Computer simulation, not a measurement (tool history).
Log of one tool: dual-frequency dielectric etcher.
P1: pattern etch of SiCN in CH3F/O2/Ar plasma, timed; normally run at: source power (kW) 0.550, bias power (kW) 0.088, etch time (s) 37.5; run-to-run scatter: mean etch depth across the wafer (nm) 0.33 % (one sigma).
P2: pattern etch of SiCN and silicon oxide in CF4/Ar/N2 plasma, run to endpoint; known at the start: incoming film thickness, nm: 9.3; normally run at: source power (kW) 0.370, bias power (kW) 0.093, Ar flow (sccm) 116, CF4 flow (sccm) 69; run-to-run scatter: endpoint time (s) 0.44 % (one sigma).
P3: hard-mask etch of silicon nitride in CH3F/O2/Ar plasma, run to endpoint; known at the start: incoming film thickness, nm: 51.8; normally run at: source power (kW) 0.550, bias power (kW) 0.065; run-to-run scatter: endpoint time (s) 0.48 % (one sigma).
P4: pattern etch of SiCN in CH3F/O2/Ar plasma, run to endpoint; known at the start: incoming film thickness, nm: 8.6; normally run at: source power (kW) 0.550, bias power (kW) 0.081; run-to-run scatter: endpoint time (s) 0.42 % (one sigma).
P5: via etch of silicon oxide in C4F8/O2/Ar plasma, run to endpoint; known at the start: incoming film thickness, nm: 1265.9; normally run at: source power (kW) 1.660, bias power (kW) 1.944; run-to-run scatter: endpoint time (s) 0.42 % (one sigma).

run   hour  process that ran  source power (kW)  bias power (kW)  etch time (s)  Ar flow (sccm)  CF4 flow (sccm)  hours since the last wet clean  hours since the last source power generator calibration  hours since the last bias power generator calibration  mean etch depth across the wafer (nm)  endpoint time (s)
  1    9.5                P1              0.550            0.088           37.5                                                             96.5                                                   1015.0                                                 1130.8                                17.4260
  2   19.2                P1              0.550            0.088           37.5                                                            106.2                                                   1024.7                                                 1140.5                                17.3960
  3   25.7                P3              0.550            0.065                                                                           112.7                                                   1031.2                                                 1147.0                                                    67.212
  4   36.7                P1              0.550            0.088           37.5                                                            123.7                                                   1042.2                                                 1158.0                                17.3280
  5   44.5                P2              0.220            0.093                            116               69                           131.5                                                   1050.0                                                 1165.8                                                    19.335
  6   58.0                P1              0.550            0.115           37.5                                                            145.0                                                   1063.5                                                 1179.3                                19.0990
  7   68.5                P1              0.710            0.071           37.5                                                            155.5                                                   1074.0                                                 1189.8                                17.6960
      69.7  -- wet clean of the chamber
  8   74.7                P1              0.780            0.088           37.5                                                              5.0                                                   1080.2                                                 1196.0                                19.7060
  9   83.9                P1              0.430            0.088           37.5                                                             14.2                                                   1089.4                                                 1205.2                                15.8170
 10   97.1                P1              0.550            0.088           20.5                                                             27.4                                                   1102.6                                                 1218.4                                 9.4578
 11  110.2                P1              0.550            0.088           37.5                                                             40.5                                                   1115.7                                                 1231.5                                17.2790
 12  117.1                P1              0.550            0.054           45.5                                                             47.4                                                   1122.6                                                 1238.4                                17.8210
 13  129.2                P5              2.230            1.944                                                                            59.5                                                   1134.7                                                 1250.5                                                   248.140
 14  141.6                P3              0.550            0.065                                                                            71.9                                                   1147.1                                                 1262.9                                                    67.795
 15  150.3                P1              0.550            0.088           37.5                                                             80.6                                                   1155.8                                                 1271.6                                17.3880
 16  158.3                P5              1.660            1.944                                                                            88.6                                                   1163.8                                                 1279.6                                                   278.720
 17  169.4                P1              0.550            0.106           22.0                                                             99.7                                                   1174.9                                                 1290.7                                10.8610
 18  183.7                P4              0.550            0.109                                                                           114.0                                                   1189.2                                                 1305.0                                                    17.618
 19  194.3                P5              1.660            1.944                                                                           124.6                                                   1199.8                                                 1315.6                                                   278.310
 20  203.8                P2              0.370            0.065                            116               69                           134.1                                                   1209.3                                                 1325.1                                                    13.960
 21  212.8                P4              0.550            0.081                                                                           143.1                                                   1218.3                                                 1334.1                                                    19.530
 22  222.6                P2              0.370            0.093                            116               86                           152.9                                                   1228.1                                                 1343.9                                                    11.975
 23  230.0                P2              0.370            0.093                             69               69                           160.3                                                   1235.5                                                 1351.3                                                    11.454
 24  241.1                P1              0.550            0.088           46.5                                                            171.4                                                   1246.6                                                 1362.4                                21.5010
 25  252.7                P1              0.550            0.056           37.5                                                            183.0                                                   1258.2                                                 1374.0                                14.7970
 26  263.1                P4              0.750            0.081                                                                           193.4                                                   1268.6                                                 1384.4                                                    17.316
 27  269.5                P2              0.370            0.093                            116               69                           199.8                                                   1275.0                                                 1390.8                                                    12.234
 28  279.1                P3              0.330            0.065                                                                           209.4                                                   1284.6                                                 1400.4                                                    82.242
 29  288.3                P3              0.550            0.084                                                                           218.6                                                   1293.8                                                 1409.6                                                    62.501
 30  300.4                P5              1.660            2.389                                                                           230.7                                                   1305.9                                                 1421.7                                                   264.280
 31  308.4                P1              0.550            0.088           37.5                                                            238.7                                                   1313.9                                                 1429.7                                17.2450
 32  315.1                P1              0.550            0.088           37.5                                                            245.4                                                   1320.6                                                 1436.4                                17.2670
 33  322.2                P1              0.550            0.088           37.5                                                            252.5                                                   1327.7                                                 1443.5                                17.1270
 34  330.0                P1              0.550            0.088           37.5                                                            260.3                                                   1335.5                                                 1451.3                                17.2690
 35  343.9                P1              0.550            0.088           37.5                                                            274.2                                                   1349.4                                                 1465.2                                17.2140
 36  353.3                P1              0.550            0.088           37.5                                                            283.6                                                   1358.8                                                 1474.6                                16.9630
     360.0  -- wet clean of the chamber
 37  361.7                P1              0.550            0.088           37.5                                                              1.7                                                   1367.2                                                 1483.0                                17.0310
 38  368.1                P1              0.550            0.088           37.5                                                              8.1                                                   1373.6                                                 1489.4                                17.0600
 39  375.7                P1              0.550            0.088           37.5                                                             15.7                                                   1381.2                                                 1497.0                                17.0390
 40  383.5                P1              0.550            0.088           37.5                                                             23.5                                                   1389.0                                                 1504.8                                17.1210
 41  390.8                P1              0.550            0.088           37.5                                                             30.8                                                   1396.3                                                 1512.1                                17.0530
 42  403.0                P1              0.550            0.088           37.5                                                             43.0                                                   1408.5                                                 1524.3                                17.1040

What P1 gives has crept away from where it was. These 2 causes fit the log equally well, each at the size given:
A: bias power that arrives under what is set, % = 4.49
B: source power that arrives under what is set, % = 4.32
The creep began at about hour 308.4.
Why every other cause is out:
chamber walls in a state that lowers the etch rate, %: serviced at hour 360.0, which brought nothing back

4 check runs are offered, each on 2 wafers whose results are averaged, their results left as question marks. Which one tells the causes apart?
check 1  415.2                P5              2.170            2.294                                                                                                                                                                                                                                                         ?
check 2  415.2                P2              0.250            0.093                             83               69                                                                                                                                                                                                         ?
check 3  415.2                P3              0.440            0.076                                                                                                                                                                                                                                                         ?
check 4  415.2                P4              0.720            0.102                                                                                                                                                                                                                                                         ?

What each check would give under each cause:
  check             result     if A     if B
check 1  endpoint time (s)  241.870  242.880
check 2  endpoint time (s)   16.884   17.262
check 3  endpoint time (s)   70.851   70.921
check 4  endpoint time (s)   16.490   16.487
How far apart the two closest causes lie, in the result that separates them most: check 1 0.41 %; check 2 2.21 %; check 3 0.1 %; check 4 0.02 %
Only check 2 tells the causes apart: in the others they would give nearly the same result.

Then check 2 was run and gave: endpoint time (s) 17.244. Which cause is it?

It is B: source power that arrives under what is set, %.
